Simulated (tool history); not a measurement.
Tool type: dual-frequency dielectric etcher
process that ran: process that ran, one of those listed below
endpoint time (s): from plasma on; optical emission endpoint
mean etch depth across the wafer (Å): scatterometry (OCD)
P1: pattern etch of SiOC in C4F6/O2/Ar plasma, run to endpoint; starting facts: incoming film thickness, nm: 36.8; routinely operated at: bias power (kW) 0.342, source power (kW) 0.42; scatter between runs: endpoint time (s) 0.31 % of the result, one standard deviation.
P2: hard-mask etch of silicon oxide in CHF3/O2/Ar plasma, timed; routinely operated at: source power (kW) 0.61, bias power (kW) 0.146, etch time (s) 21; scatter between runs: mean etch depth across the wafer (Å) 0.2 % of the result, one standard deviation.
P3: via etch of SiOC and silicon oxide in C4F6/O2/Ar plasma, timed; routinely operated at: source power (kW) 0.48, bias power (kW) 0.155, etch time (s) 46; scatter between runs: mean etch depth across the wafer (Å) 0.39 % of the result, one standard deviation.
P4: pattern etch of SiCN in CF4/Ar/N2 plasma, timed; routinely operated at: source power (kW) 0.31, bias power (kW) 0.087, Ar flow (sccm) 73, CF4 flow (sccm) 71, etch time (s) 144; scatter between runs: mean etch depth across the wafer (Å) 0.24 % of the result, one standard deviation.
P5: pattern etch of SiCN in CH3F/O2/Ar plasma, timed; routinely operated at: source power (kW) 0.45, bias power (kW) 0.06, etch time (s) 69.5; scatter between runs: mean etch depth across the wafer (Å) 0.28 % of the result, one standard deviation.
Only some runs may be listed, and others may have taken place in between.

run   hour  process that ran  bias power (kW)  source power (kW)  etch time (s)  Ar flow (sccm)  CF4 flow (sccm)  hours since the last wet clean  hours since the last bias power generator calibration  hours since the last source power generator calibration  endpoint time (s)  mean etch depth across the wafer (Å)
  1    9.4                P1            0.342               0.42                                                                           384.1                                                    429                                                   1078.7             13.719
  2     20                P3            0.207               0.48             46                                                            394.7                                                  439.6                                                   1089.3                                                   602.65
  3   28.4                P4            0.087               0.31             79              73               71                           403.1                                                    448                                                   1097.7                                                   560.79
  4   42.3                P3            0.155               0.48             46                                                              417                                                  461.9                                                   1111.6                                                   551.95
  5   50.9                P2            0.146               0.61             21                                                            425.6                                                  470.5                                                   1120.2                                                   404.83
  6   59.4                P2            0.146               0.76             21                                                            434.1                                                    479                                                   1128.7                                                   440.47
  7   75.1                P1            0.342               0.42                                                                           449.8                                                  494.7                                                   1144.4              13.76
  8   84.2                P3            0.155               0.48             69                                                            458.9                                                  503.8                                                   1153.5                                                   821.91
      88.9  -- bias power generator calibrated
  9   92.9                P1            0.342               0.25                                                                           467.6                                                    4.1                                                   1162.2             16.733
 10  104.1                P2            0.146               0.61             14                                                            478.8                                                   15.3                                                   1173.4                                                   269.43
 11  114.8                P5            0.038               0.45           69.5                                                            489.5                                                     26                                                   1184.1                                                   221.84
 12  122.5                P5             0.06               0.32           69.5                                                            497.2                                                   33.7                                                   1191.8                                                   225.24
 13  135.2                P2            0.181               0.61             21                                                            509.9                                                   46.4                                                   1204.5                                                   432.35
 14  149.3                P5             0.06               0.45           40.5                                                              524                                                   60.5                                                   1218.6                                                   149.24
 15  159.6                P1            0.342               0.42                                                                           534.3                                                   70.8                                                   1228.9             13.705
 16  166.7                P4            0.087               0.31            144              73               71                           541.4                                                   77.9                                                     1236                                                   1023.2
 17  176.7                P4            0.087               0.31            144             101               71                           551.4                                                   87.9                                                     1246                                                   983.86
 18  186.4                P3            0.155               0.29             46                                                            561.1                                                   97.6                                                   1255.7                                                   449.32
 19  195.3                P1            0.342               0.42                                                                             570                                                  106.5                                                   1264.6             13.708
 20  203.7                P1            0.424               0.42                                                                           578.4                                                  114.9                                                     1273             12.735
 21  218.9                P4            0.087               0.31            144              73               56                           593.6                                                  130.1                                                   1288.2                                                   995.91
 22  227.1                P1            0.257               0.29                                                                           601.8                                                  138.3                                                   1296.4             17.457
 23  237.1                P1            0.417               0.35                                                                           611.8                                                  148.3                                                   1306.4             13.741
 24  250.3                P3            0.155               0.48             46                                                              625                                                  161.5                                                   1319.6                                                   547.59
 25  260.1                P5             0.06               0.45           69.5                                                            634.8                                                  171.3                                                   1329.4                                                   256.57
 26  273.9                P5             0.06               0.45           69.5                                                            648.6                                                  185.1                                                   1343.2                                                    256.1
 27  282.4                P1            0.342               0.56                                                                           657.1                                                  193.6                                                   1351.7             12.362
 28  298.1                P1            0.342               0.42                                                                           672.8                                                  209.3                                                   1367.4             13.778
 29  313.7                P4            0.087               0.39            144              73               71                           688.4                                                  224.9                                                     1383                                                   1249.2
 30  325.2                P4            0.055               0.31            144              73               71                           699.9                                                  236.4                                                   1394.5                                                   872.52
 31    341                P1            0.261               0.42                                                                           715.7                                                  252.2                                                   1410.3             15.025
 32    356                P1            0.342               0.42                                                                           730.7                                                  267.2                                                   1425.3             13.695
 33  366.8                P4            0.087               0.31            144              73               71                           741.5                                                    278                                                   1436.1                                                   1018.9
 34  381.6                P1            0.342               0.42                                                                           756.3                                                  292.8                                                   1450.9             13.789
 35  390.3                P1            0.342               0.42                                                                             765                                                  301.5                                                   1459.6             13.815
 36  405.9                P1            0.342               0.42                                                                           780.6                                                  317.1                                                   1475.2              13.89
 37  422.2                P1            0.342               0.42                                                                           796.9                                                  333.4                                                   1491.5             13.958
     429.8  -- wet clean of the chamber
 38  435.9                P1            0.342               0.42                                                                             6.1                                                  347.1                                                   1505.2             13.867
 39  447.9                P1            0.342               0.42                                                                            18.1                                                  359.1                                                   1517.2             13.876
 40  457.9                P1            0.342               0.42                                                                            28.1                                                  369.1                                                   1527.2             13.879
 41    471                P1            0.342               0.42                                                                            41.2                                                  382.2                                                   1540.3             13.869

P1 no longer gives what it gave before; its output has crept away from where it was. The following 2 causes, each at its listed size, fit the log equally well:
A: source power that arrives under what is set, % = 3.99
B: bias power that arrives under what is set, % = 4.28
The process output started creeping at around hour 381.6.
Ruled out, with reasons:
chamber walls in a state that lowers the etch rate, %: serviced at hour 429.8, after the change had begun; the process did not return to its earlier output

Question marks stand in for the results of the 4 check runs listed below, each run on one wafer. Under which run would the listed causes show clearly different results?
check 1  484.1                P2            0.146               0.61             21                                                                                                                                                                                                                                         ?
check 2  484.1                P3            0.155               0.48             46                                                                                                                                                                                                                                         ?
check 3  484.1                P4            0.087               0.31            144              73               71                                                                                                                                                                                                        ?
check 4  484.1                P5             0.06               0.45           69.5                                                                                                                                                                                                                                         ?

How each check would come out, cause by cause:
  check                                result    if A    if B
check 1  mean etch depth across the wafer (Å)  397.78  398.49
check 2  mean etch depth across the wafer (Å)  540.87  542.28
check 3  mean etch depth across the wafer (Å)  985.92  1006.1
check 4  mean etch depth across the wafer (Å)  252.18  252.42
Separation of the two closest causes in each check, using whichever result separates them best: check 1 0.18 %; check 2 0.26 %; check 3 2.03 %; check 4 0.09 %
Only in check 3 would the causes give clearly different results; in the remaining checks their results would be nearly the same.

Check 3 was then run and gave: mean etch depth across the wafer (Å) 980.24. Which cause is it?

It was cause A: source power that arrives under what is set, %.
